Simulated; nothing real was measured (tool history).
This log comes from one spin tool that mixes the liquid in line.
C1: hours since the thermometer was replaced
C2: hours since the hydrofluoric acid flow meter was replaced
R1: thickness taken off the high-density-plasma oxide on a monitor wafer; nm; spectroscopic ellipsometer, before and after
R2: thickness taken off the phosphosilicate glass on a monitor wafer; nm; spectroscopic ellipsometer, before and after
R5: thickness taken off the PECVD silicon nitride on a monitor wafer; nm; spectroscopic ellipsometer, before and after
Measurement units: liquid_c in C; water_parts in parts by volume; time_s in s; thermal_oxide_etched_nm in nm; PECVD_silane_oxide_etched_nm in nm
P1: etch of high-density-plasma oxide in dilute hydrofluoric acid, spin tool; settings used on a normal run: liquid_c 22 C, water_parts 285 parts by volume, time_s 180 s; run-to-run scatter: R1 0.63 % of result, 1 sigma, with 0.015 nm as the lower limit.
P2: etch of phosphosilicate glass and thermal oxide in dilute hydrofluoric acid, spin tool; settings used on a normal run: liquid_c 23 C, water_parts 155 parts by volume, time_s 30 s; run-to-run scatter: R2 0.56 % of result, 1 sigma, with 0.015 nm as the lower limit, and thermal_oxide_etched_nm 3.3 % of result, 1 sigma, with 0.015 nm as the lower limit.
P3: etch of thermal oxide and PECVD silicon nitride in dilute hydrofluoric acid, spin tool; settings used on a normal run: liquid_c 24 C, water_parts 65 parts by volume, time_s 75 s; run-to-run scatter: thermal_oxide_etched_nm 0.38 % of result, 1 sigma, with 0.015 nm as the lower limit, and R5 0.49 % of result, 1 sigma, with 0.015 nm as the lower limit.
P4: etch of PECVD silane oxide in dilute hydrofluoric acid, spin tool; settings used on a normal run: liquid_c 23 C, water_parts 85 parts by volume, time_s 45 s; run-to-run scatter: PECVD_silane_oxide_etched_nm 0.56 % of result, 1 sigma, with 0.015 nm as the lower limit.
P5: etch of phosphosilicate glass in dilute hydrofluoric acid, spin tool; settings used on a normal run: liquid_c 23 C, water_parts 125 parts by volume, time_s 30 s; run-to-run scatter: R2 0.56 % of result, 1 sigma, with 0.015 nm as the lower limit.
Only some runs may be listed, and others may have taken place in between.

Run 1, hour 16.3: process P1, liquid_c 22 C, water_parts 285 parts by volume, time_s 180 s; C1 1316.6; C2 1346.4. Result: R1 3.4316 nm.
Run 2, hour 27.9: process P2, liquid_c 23 C, water_parts 155 parts by volume, time_s 30 s; C1 1328.2; C2 1358.0. Result: R2 10.5220 nm, thermal_oxide_etched_nm 0.82312 nm.
Run 3, hour 36.4: process P4, liquid_c 31 C, water_parts 85 parts by volume, time_s 45 s; C1 1336.7; C2 1366.5. Result: PECVD_silane_oxide_etched_nm 27.6050 nm.
Run 4, hour 46.2: process P1, liquid_c 22 C, water_parts 285 parts by volume, time_s 180 s; C1 1346.5; C2 1376.3. Result: R1 3.4649 nm.
Run 5, hour 60.8: process P3, liquid_c 24 C, water_parts 65 parts by volume, time_s 120 s; C1 1361.1; C2 1390.9. Result: thermal_oxide_etched_nm 9.18970 nm, R5 10.4140 nm.
Run 6, hour 75.9: process P4, liquid_c 23 C, water_parts 85 parts by volume, time_s 45 s; C1 1376.2; C2 1406.0. Result: PECVD_silane_oxide_etched_nm 20.5130 nm.
Run 7, hour 84.7: process P3, liquid_c 24 C, water_parts 110 parts by volume, time_s 75 s; C1 1385.0; C2 1414.8. Result: thermal_oxide_etched_nm 3.25240 nm, R5 3.9151 nm.
Run 8, hour 99.6: process P5, liquid_c 23 C, water_parts 210 parts by volume, time_s 30 s; C1 1399.9; C2 1429.7. Result: R2 7.3315 nm.
Run 9, hour 115.9: process P1, liquid_c 27 C, water_parts 285 parts by volume, time_s 180 s; C1 1416.2; C2 1446.0. Result: R1 4.0828 nm.
Run 10, hour 128.4: process P3, liquid_c 24 C, water_parts 65 parts by volume, time_s 75 s; C1 1428.7; C2 1458.5. Result: thermal_oxide_etched_nm 5.79290 nm, R5 6.5468 nm.
Run 11, hour 143.2: process P5, liquid_c 19 C, water_parts 125 parts by volume, time_s 30 s; C1 1443.5; C2 1473.3. Result: R2 11.4960 nm.
Run 12, hour 156.6: process P1, liquid_c 22 C, water_parts 285 parts by volume, time_s 315 s; C1 1456.9; C2 1486.7. Result: R1 5.9561 nm.
Run 13, hour 165.6: process P4, liquid_c 23 C, water_parts 40 parts by volume, time_s 45 s; C1 1465.9; C2 1495.7. Result: PECVD_silane_oxide_etched_nm 46.1210 nm.
Run 14, hour 181.9: process P1, liquid_c 17 C, water_parts 285 parts by volume, time_s 180 s; C1 1482.2; C2 1512.0. Result: R1 2.8457 nm.
Run 15, hour 198.2: process P1, liquid_c 22 C, water_parts 285 parts by volume, time_s 180 s; C1 1498.5; C2 1528.3. Result: R1 3.4311 nm.
Run 16, hour 206.1: process P1, liquid_c 22 C, water_parts 430 parts by volume, time_s 180 s; C1 1506.4; C2 1536.2. Result: R1 1.9502 nm.
Run 17, hour 213.7: process P3, liquid_c 20 C, water_parts 65 parts by volume, time_s 75 s; C1 1514.0; C2 1543.8. Result: thermal_oxide_etched_nm 4.86230 nm, R5 4.9914 nm.
Run 18, hour 226.9: process P2, liquid_c 23 C, water_parts 30 parts by volume, time_s 30 s; C1 1527.2; C2 1557.0. Result: R2 64.2100 nm, thermal_oxide_etched_nm 4.89900 nm.
Run 19, hour 241.6: process P1, liquid_c 22 C, water_parts 145 parts by volume, time_s 180 s; C1 1541.9; C2 1571.7. Result: R1 7.7101 nm.
Run 20, hour 253.6: process P1, liquid_c 22 C, water_parts 285 parts by volume, time_s 180 s; C1 1553.9; C2 1583.7. Result: R1 3.3771 nm.
Run 21, hour 269.7: process P1, liquid_c 22 C, water_parts 285 parts by volume, time_s 180 s; C1 1570.0; C2 1599.8. Result: R1 3.4237 nm.
Run 22, hour 285.4: process P1, liquid_c 22 C, water_parts 285 parts by volume, time_s 55 s; C1 1585.7; C2 1615.5. Result: R1 1.0813 nm.
Run 23, hour 298.7: process P2, liquid_c 17 C, water_parts 155 parts by volume, time_s 30 s; C1 1599.0; C2 1628.8. Result: R2 8.2882 nm, thermal_oxide_etched_nm 0.59104 nm.
Run 24, hour 311.8: process P5, liquid_c 23 C, water_parts 125 parts by volume, time_s 45 s; C1 1612.1; C2 1641.9. Result: R2 20.0180 nm.
Run 25, hour 322.0: process P1, liquid_c 29 C, water_parts 70 parts by volume, time_s 180 s; C1 1622.3; C2 1652.1. Result: R1 23.1750 nm.
Run 26, hour 333.7: process P2, liquid_c 23 C, water_parts 155 parts by volume, time_s 15 s; C1 1634.0; C2 1663.8. Result: R2 5.3598 nm, thermal_oxide_etched_nm 0.41223 nm.
Run 27, hour 346.5: process P1, liquid_c 22 C, water_parts 285 parts by volume, time_s 180 s; C1 1646.8; C2 1676.6. Result: R1 3.3748 nm.
Run 28, hour 357.3: process P2, liquid_c 23 C, water_parts 155 parts by volume, time_s 30 s; C1 1657.6; C2 1687.4. Result: R2 10.7540 nm, thermal_oxide_etched_nm 0.85714 nm.
Run 29, hour 367.1: process P4, liquid_c 23 C, water_parts 85 parts by volume, time_s 15 s; C1 1667.4; C2 1697.2. Result: PECVD_silane_oxide_etched_nm 6.8134 nm.
Run 30, hour 376.2: process P5, liquid_c 23 C, water_parts 125 parts by volume, time_s 30 s; C1 1676.5; C2 1706.3. Result: R2 13.4290 nm.
Run 31, hour 385.1: process P1, liquid_c 22 C, water_parts 285 parts by volume, time_s 180 s; C1 1685.4; C2 1715.2. Result: R1 3.3704 nm.
Run 32, hour 395.7: process P1, liquid_c 22 C, water_parts 285 parts by volume, time_s 180 s; C1 1696.0; C2 1725.8. Result: R1 3.4761 nm.
Run 33, hour 404.8: process P1, liquid_c 22 C, water_parts 285 parts by volume, time_s 180 s; C1 1705.1; C2 1734.9. Result: R1 3.5258 nm.
Run 34, hour 418.3: process P1, liquid_c 22 C, water_parts 285 parts by volume, time_s 180 s; C1 1718.6; C2 1748.4. Result: R1 3.5699 nm.
Run 35, hour 433.3: process P1, liquid_c 22 C, water_parts 285 parts by volume, time_s 180 s; C1 1733.6; C2 1763.4. Result: R1 3.6070 nm.
Run 36, hour 447.5: process P1, liquid_c 22 C, water_parts 285 parts by volume, time_s 180 s; C1 1747.8; C2 1777.6. Result: R1 3.5393 nm.
Run 37, hour 457.1: process P1, liquid_c 22 C, water_parts 285 parts by volume, time_s 180 s; C1 1757.4; C2 1787.2. Result: R1 3.5863 nm.
Run 38, hour 472.9: process P1, liquid_c 22 C, water_parts 285 parts by volume, time_s 180 s; C1 1773.2; C2 1803.0. Result: R1 3.5690 nm.

What P1 gives has crept away from where it was. These 2 causes fit the log equally well, each at the size given:
A: liquid hotter than its thermometer reads (K) = 1.4
B: hydrofluoric acid flow above the setpoint (%) = 4
The creep began at about hour 385.1.

Each of the 4 check runs below uses one wafer; its results are left as question marks. Which run tells the causes apart?
Run check 1, hour 488.7: process P5, liquid_c 19.5 C, water_parts 185 parts by volume, time_s 30 s. Result: R2 ?.
Run check 2, hour 488.7: process P4, liquid_c 30.5 C, water_parts 85 parts by volume, time_s 25 s. Result: PECVD_silane_oxide_etched_nm ?.
Run check 3, hour 488.7: process P2, liquid_c 17.0 C, water_parts 155 parts by volume, time_s 15 s. Result: R2 ?, thermal_oxide_etched_nm ?.
Run check 4, hour 488.7: process P3, liquid_c 24.0 C, water_parts 65 parts by volume, time_s 110 s. Result: thermal_oxide_etched_nm ?, R5 ?.

Check results expected under each cause:
  check                        result     if A     if B
check 1                            R2   7.8628   7.7991
check 2  PECVD_silane_oxide_etched_nm  15.9730  15.8370
check 3                            R2   4.4355   4.3832
check 3       thermal_oxide_etched_nm  0.33627  0.33231
check 4       thermal_oxide_etched_nm  8.93040  8.80510
check 4                            R5  10.5100   9.9505
Per-check spread between the two closest causes, in the result where they differ most: check 1 0.81 %; check 2 0.86 %; check 3 1.19 %; check 4 5.47 %
The causes can be told apart only by check 4. The other checks would give nearly the same results under each of them.

Here is what check 4 returned: thermal_oxide_etched_nm 8.92600 nm; R5 10.5000 nm. Which cause is it?

It was cause A: liquid hotter than its thermometer reads (K).

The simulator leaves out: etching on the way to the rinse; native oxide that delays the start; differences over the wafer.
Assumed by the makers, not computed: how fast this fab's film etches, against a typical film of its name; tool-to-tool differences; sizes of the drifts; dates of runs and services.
